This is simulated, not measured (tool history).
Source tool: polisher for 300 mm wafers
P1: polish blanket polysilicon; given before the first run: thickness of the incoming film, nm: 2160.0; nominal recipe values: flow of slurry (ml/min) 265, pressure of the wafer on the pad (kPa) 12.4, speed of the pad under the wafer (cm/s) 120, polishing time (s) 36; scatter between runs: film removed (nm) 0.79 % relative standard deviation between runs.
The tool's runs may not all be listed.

run,hour,flow of slurry (ml/min),pressure of the wafer on the pad (kPa),speed of the pad under the wafer (cm/s),polishing time (s),wafers polished on this pad,hours since the slurry nozzle was cleaned,hours since the head pressure was calibrated,film removed (nm)
1,9.8,265,12.4,120,36,1240,192,256.9,254.04
2,24.6,335,12.4,120,36,1508,206.8,271.7,260.67
3,37.2,265,12.4,120,36,1736,219.4,284.3,253.24
# hour 46.1: slurry nozzle cleaned
4,50.8,160,12.4,120,16,1982,4.7,297.9,105.73
5,58.9,265,12.4,120,36,2128,12.8,306,257.37
6,73.8,265,9,120,52,2398,27.7,320.9,261.86
7,86,265,12.4,190,36,2618,39.9,333.1,399.73
8,95.6,160,12.4,120,36,2792,49.5,342.7,235.13
9,109.7,265,12.4,66,36,3047,63.6,356.8,140.04
10,124.6,265,12.4,120,24,3317,78.5,371.7,168.98
11,139.4,265,15.9,120,36,3584,93.3,386.5,321.94
12,154.4,265,12.4,120,36,3856,108.3,401.5,252.79
13,168,265,12.4,120,36,4102,121.9,415.1,251.45
14,181.5,265,12.4,120,36,4346,135.4,428.6,252.59
15,194.4,265,12.4,120,36,4579,148.3,441.5,252.72
16,205,265,12.4,120,58,4771,158.9,452.1,412.91
17,216.1,265,6.2,120,36,4972,170,463.2,125.25
18,230.8,265,6.9,120,22,5238,184.7,477.9,85.563
19,242.6,265,12.4,120,36,5451,196.5,489.7,256.01
20,253,265,12.4,120,36,5639,206.9,500.1,249.19
21,262.6,265,12.4,120,36,5813,216.5,509.7,247.09
22,274.1,265,12.4,120,36,6021,228,521.2,244.5

Run 23 is up next; what results do you expect?
23,280.7,265,12.4,120,36,6141,234.6,527.8,?

film removed (nm): 244.89
